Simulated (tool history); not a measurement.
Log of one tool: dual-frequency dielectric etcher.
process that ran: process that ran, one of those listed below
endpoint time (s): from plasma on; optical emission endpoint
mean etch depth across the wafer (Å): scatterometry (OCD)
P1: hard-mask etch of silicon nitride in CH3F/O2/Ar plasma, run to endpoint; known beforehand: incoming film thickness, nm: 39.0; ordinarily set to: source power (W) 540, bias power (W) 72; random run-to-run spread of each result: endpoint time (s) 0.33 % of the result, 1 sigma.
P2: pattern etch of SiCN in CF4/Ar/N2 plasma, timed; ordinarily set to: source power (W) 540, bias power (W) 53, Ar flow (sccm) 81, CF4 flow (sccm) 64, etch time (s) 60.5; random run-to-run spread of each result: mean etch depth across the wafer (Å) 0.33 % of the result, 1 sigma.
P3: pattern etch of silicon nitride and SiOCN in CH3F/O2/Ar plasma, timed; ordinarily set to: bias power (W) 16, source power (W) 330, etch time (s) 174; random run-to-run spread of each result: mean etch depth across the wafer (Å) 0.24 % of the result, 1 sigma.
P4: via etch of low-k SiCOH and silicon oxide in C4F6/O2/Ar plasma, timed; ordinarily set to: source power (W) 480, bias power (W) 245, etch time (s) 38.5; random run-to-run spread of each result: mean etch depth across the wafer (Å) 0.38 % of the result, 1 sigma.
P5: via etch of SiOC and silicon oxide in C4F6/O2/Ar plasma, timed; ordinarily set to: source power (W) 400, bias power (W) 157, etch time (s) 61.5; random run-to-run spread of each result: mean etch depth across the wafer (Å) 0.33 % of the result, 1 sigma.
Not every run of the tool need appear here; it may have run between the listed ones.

| run | hour | process that ran | source power (W) | bias power (W) | Ar flow (sccm) | CF4 flow (sccm) | etch time (s) | endpoint time (s) | mean etch depth across the wafer (Å) |
|---|---|---|---|---|---|---|---|---|---|
| 1 | 4.9 | P1 | 540 | 72 |  |  |  | 50.34 |  |
| 2 | 11.9 | P2 | 540 | 53 | 81 | 64 | 60.5 |  | 566.37 |
| 3 | 18.6 | P3 | 330 | 10 |  |  | 174 |  | 156.17 |
| 4 | 29.7 | P5 | 400 | 157 |  |  | 34 |  | 369.63 |
| 5 | 36.6 | P3 | 330 | 16 |  |  | 174 |  | 187.55 |
| 6 | 47.7 | P2 | 540 | 53 | 81 | 41 | 60.5 |  | 523.47 |
| 7 | 55.7 | P1 | 540 | 72 |  |  |  | 50.626 |  |
| 8 | 66.8 | P2 | 360 | 53 | 81 | 64 | 60.5 |  | 394.56 |
| 9 | 77.5 | P1 | 670 | 99 |  |  |  | 41.689 |  |
| 10 | 86.6 | P1 | 540 | 72 |  |  |  | 50.625 |  |
| 11 | 93.2 | P4 | 480 | 245 |  |  | 27.5 |  | 844.77 |
| 12 | 98.7 | P1 | 540 | 58 |  |  |  | 54.042 |  |
| 13 | 109.6 | P3 | 330 | 16 |  |  | 174 |  | 187.4 |
| 14 | 116.4 | P1 | 730 | 72 |  |  |  | 44.725 |  |
| 15 | 124.4 | P1 | 540 | 72 |  |  |  | 50.699 |  |
| 16 | 132.6 | P4 | 480 | 245 |  |  | 38.5 |  | 1189.4 |
| 17 | 141.5 | P3 | 330 | 16 |  |  | 113.5 |  | 122.63 |
| 18 | 148.2 | P4 | 620 | 245 |  |  | 38.5 |  | 1296.5 |
| 19 | 158.5 | P2 | 540 | 53 | 81 | 64 | 74 |  | 690.7 |
| 20 | 169.6 | P2 | 540 | 70 | 81 | 64 | 60.5 |  | 617.34 |
| 21 | 176.3 | P2 | 540 | 53 | 81 | 64 | 60.5 |  | 566.37 |
| 22 | 182.6 | P3 | 240 | 16 |  |  | 174 |  | 167.1 |
| 23 | 192.1 | P1 | 540 | 99 |  |  |  | 45.362 |  |
| 24 | 199.9 | P1 | 540 | 72 |  |  |  | 50.415 |  |
| 25 | 208.2 | P5 | 500 | 157 |  |  | 61.5 |  | 723.07 |
| 26 | 214.3 | P1 | 430 | 72 |  |  |  | 55.048 |  |
| 27 | 224 | P5 | 400 | 218 |  |  | 61.5 |  | 738.6 |
| 28 | 233.7 | P5 | 400 | 157 |  |  | 61.5 |  | 662.4 |
| 29 | 244.6 | P2 | 540 | 53 | 103 | 64 | 60.5 |  | 542.74 |
| 30 | 252.5 | P1 | 540 | 72 |  |  |  | 50.465 |  |
| 31 | 261.4 | P4 | 480 | 342 |  |  | 38.5 |  | 1323.6 |
| 32 | 269.4 | P1 | 540 | 72 |  |  |  | 50.46 |  |
| 33 | 275 | P1 | 540 | 72 |  |  |  | 50.972 |  |
| 34 | 280.3 | P1 | 540 | 72 |  |  |  | 50.645 |  |

What will run 35 give?
| 35 | 290.9 | P1 | 540 | 72 |  |  |  | ? |  |

Run 35 came out at endpoint time (s) 50.926.
